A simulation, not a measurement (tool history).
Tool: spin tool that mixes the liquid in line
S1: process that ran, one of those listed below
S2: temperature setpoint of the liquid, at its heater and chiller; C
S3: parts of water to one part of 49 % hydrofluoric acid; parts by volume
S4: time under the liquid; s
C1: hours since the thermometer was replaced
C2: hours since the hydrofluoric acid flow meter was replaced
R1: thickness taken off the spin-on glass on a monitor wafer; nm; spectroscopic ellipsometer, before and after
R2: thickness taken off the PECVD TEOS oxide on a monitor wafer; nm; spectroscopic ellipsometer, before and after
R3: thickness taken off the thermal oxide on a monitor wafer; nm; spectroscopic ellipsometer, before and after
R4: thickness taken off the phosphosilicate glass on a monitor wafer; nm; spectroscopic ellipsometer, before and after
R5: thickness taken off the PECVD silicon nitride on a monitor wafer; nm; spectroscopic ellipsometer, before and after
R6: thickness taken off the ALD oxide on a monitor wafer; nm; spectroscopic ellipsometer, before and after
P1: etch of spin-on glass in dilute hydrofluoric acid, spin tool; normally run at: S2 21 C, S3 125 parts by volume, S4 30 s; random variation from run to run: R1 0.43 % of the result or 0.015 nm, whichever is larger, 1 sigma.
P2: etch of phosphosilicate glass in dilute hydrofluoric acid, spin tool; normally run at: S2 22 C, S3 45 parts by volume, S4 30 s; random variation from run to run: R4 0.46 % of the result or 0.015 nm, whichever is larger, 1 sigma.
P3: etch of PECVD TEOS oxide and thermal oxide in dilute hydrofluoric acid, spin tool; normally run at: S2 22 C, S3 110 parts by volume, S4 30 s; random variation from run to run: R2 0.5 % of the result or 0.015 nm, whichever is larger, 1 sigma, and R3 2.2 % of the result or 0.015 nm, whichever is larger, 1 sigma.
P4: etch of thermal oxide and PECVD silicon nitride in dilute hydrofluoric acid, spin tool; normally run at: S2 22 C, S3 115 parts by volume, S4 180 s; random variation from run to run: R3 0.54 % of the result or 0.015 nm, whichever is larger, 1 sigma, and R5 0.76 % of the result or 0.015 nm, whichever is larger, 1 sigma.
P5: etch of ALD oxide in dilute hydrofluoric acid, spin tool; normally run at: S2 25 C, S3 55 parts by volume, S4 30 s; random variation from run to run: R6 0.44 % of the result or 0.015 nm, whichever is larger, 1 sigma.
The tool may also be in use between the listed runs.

{"run": 1, "hour": 3.9, "S1": "P1", "S2": 21, "S3": 125, "S4": 30, "C1": 1690.7, "C2": 133.2, "R1": 10.903}
{"run": 2, "hour": 9.2, "S1": "P1", "S2": 21, "S3": 125, "S4": 30, "C1": 1696, "C2": 138.5, "R1": 10.921}
{"run": 3, "hour": 11.7, "S1": "P1", "S2": 21, "S3": 125, "S4": 30, "C1": 1698.5, "C2": 141, "R1": 10.923}
{"run": 4, "hour": 16.6, "S1": "P3", "S2": 22, "S3": 110, "S4": 15, "C1": 1703.4, "C2": 145.9, "R2": 3.4291, "R3": 0.57854}
{"run": 5, "hour": 21.7, "S1": "P1", "S2": 21, "S3": 125, "S4": 55, "C1": 1708.5, "C2": 151, "R1": 19.923}
{"run": 6, "hour": 24.8, "S1": "P2", "S2": 22, "S3": 45, "S4": 30, "C1": 1711.6, "C2": 154.1, "R4": 138.09}
{"run": 7, "hour": 29.4, "S1": "P1", "S2": 17, "S3": 190, "S4": 30, "C1": 1716.2, "C2": 158.7, "R1": 5.7493}
{"run": 8, "hour": 33.6, "S1": "P4", "S2": 22, "S3": 115, "S4": 180, "C1": 1720.4, "C2": 162.9, "R3": 6.4746, "R5": 3.3009}
{"run": 9, "hour": 37.4, "S1": "P3", "S2": 22, "S3": 110, "S4": 30, "C1": 1724.2, "C2": 166.7, "R2": 6.8962, "R3": 1.1756}
{"run": 10, "hour": 39.8, "S1": "P5", "S2": 25, "S3": 100, "S4": 30, "C1": 1726.6, "C2": 169.1, "R6": 8.93}
{"run": 11, "hour": 44.3, "S1": "P5", "S2": 32.5, "S3": 55, "S4": 30, "C1": 1731.1, "C2": 173.6, "R6": 23.229}
{"run": 12, "hour": 48.5, "S1": "P4", "S2": 22, "S3": 20, "S4": 180, "C1": 1735.3, "C2": 177.8, "R3": 42.247, "R5": 17.945}
{"run": 13, "hour": 51.9, "S1": "P3", "S2": 22, "S3": 50, "S4": 30, "C1": 1738.7, "C2": 181.2, "R2": 16.267, "R3": 2.5891}
{"run": 14, "hour": 55.3, "S1": "P1", "S2": 21, "S3": 125, "S4": 30, "C1": 1742.1, "C2": 184.6, "R1": 10.972}
{"run": 15, "hour": 59.8, "S1": "P5", "S2": 25, "S3": 55, "S4": 15, "C1": 1746.6, "C2": 189.1, "R6": 8.6533}
{"run": 16, "hour": 64.5, "S1": "P1", "S2": 21, "S3": 125, "S4": 30, "C1": 1751.3, "C2": 193.8, "R1": 10.883}
{"run": 17, "hour": 67.1, "S1": "P1", "S2": 21, "S3": 75, "S4": 30, "C1": 1753.9, "C2": 196.4, "R1": 19.361}
{"run": 18, "hour": 71.5, "S1": "P1", "S2": 21, "S3": 220, "S4": 30, "C1": 1758.3, "C2": 200.8, "R1": 5.5614}
{"run": 19, "hour": 74.5, "S1": "P1", "S2": 21, "S3": 125, "S4": 15, "C1": 1761.3, "C2": 203.8, "R1": 5.5047}
{"run": 20, "hour": 79.9, "S1": "P4", "S2": 22, "S3": 115, "S4": 360, "C1": 1766.7, "C2": 209.2, "R3": 13.122, "R5": 6.5782}
{"run": 21, "hour": 83.9, "S1": "P5", "S2": 25, "S3": 55, "S4": 30, "C1": 1770.7, "C2": 213.2, "R6": 17.235}
{"hour": 85.1, "done": "hydrofluoric acid flow meter replaced"}
{"run": 22, "hour": 86.5, "S1": "P5", "S2": 25, "S3": 55, "S4": 30, "C1": 1773.3, "C2": 1.5, "R6": 17.453}
{"run": 23, "hour": 89.4, "S1": "P4", "S2": 17, "S3": 115, "S4": 180, "C1": 1776.2, "C2": 4.4, "R3": 5.2382, "R5": 2.361}
{"run": 24, "hour": 92.2, "S1": "P3", "S2": 26, "S3": 110, "S4": 30, "C1": 1779, "C2": 7.2, "R2": 8.0852, "R3": 1.3259}
{"run": 25, "hour": 97.2, "S1": "P2", "S2": 22, "S3": 45, "S4": 15, "C1": 1784, "C2": 12.2, "R4": 68.661}
{"hour": 102.0, "done": "thermometer replaced"}
{"run": 26, "hour": 102.2, "S1": "P1", "S2": 27, "S3": 125, "S4": 30, "C1": 0.3, "C2": 17.2, "R1": 13.848}

Run 27 comes next. What will it give?
{"run": 27, "hour": 106.6, "S1": "P2", "S2": 22, "S3": 65, "S4": 30, "C1": 4.7, "C2": 21.6, "R4": "?"}

R4: 92.97 nm
